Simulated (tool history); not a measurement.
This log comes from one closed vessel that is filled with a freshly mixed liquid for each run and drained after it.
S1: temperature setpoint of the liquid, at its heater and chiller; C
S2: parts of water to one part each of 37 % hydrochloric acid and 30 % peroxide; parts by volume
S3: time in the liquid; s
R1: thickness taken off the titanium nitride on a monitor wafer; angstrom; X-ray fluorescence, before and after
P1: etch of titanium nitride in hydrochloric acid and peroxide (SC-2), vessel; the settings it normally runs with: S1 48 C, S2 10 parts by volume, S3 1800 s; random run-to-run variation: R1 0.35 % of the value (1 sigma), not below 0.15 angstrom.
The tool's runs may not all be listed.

Run 1, day 0.167: S1 48 C, S2 10 parts by volume, S3 1800 s. Result: R1 263.63 angstrom.
Run 2, day 0.475: S1 48 C, S2 10 parts by volume, S3 1800 s. Result: R1 262.12 angstrom.
Run 3, day 0.725: S1 35 C, S2 10 parts by volume, S3 1800 s. Result: R1 105.41 angstrom.
Run 4, day 0.888: S1 48 C, S2 10 parts by volume, S3 1800 s. Result: R1 263.26 angstrom.
At day 0.904: chemicals flow meter replaced.
Run 5, day 1.167: S1 55 C, S2 5.5 parts by volume, S3 1800 s. Result: R1 672.16 angstrom.
Run 6, day 1.329: S1 60 C, S2 6.5 parts by volume, S3 1800 s. Result: R1 811.16 angstrom.
Run 7, day 1.567: S1 48 C, S2 10 parts by volume, S3 3295 s. Result: R1 481.28 angstrom.
Run 8, day 1.792: S1 48 C, S2 10 parts by volume, S3 395 s. Result: R1 57.88 angstrom.
At day 1.929: thermometer replaced.
Run 9, day 2.071: S1 48 C, S2 4 parts by volume, S3 1800 s. Result: R1 526.68 angstrom.
Run 10, day 2.233: S1 35 C, S2 13.5 parts by volume, S3 1800 s. Result: R1 82.178 angstrom.
Run 11, day 2.458: S1 48 C, S2 10 parts by volume, S3 1800 s. Result: R1 263.84 angstrom.
Run 12, day 2.762: S1 64 C, S2 10 parts by volume, S3 1800 s. Result: R1 735.61 angstrom.
Run 13, day 3: S1 48 C, S2 14 parts by volume, S3 1800 s. Result: R1 196.96 angstrom.
Run 14, day 3.225: S1 48 C, S2 10 parts by volume, S3 1800 s. Result: R1 263.96 angstrom.
Run 15, day 3.492: S1 48 C, S2 10 parts by volume, S3 1800 s. Result: R1 261.85 angstrom.
Run 16, day 3.675: S1 48 C, S2 10 parts by volume, S3 1800 s. Result: R1 265.1 angstrom.
Run 17, day 3.967: S1 48 C, S2 10 parts by volume, S3 1800 s. Result: R1 261.65 angstrom.

Estimate the outcome of run 18 from the log above:
Run 18, day 4.129: S1 48 C, S2 10 parts by volume, S3 1800 s. Result: R1 ?.

R1: 255.92 angstrom
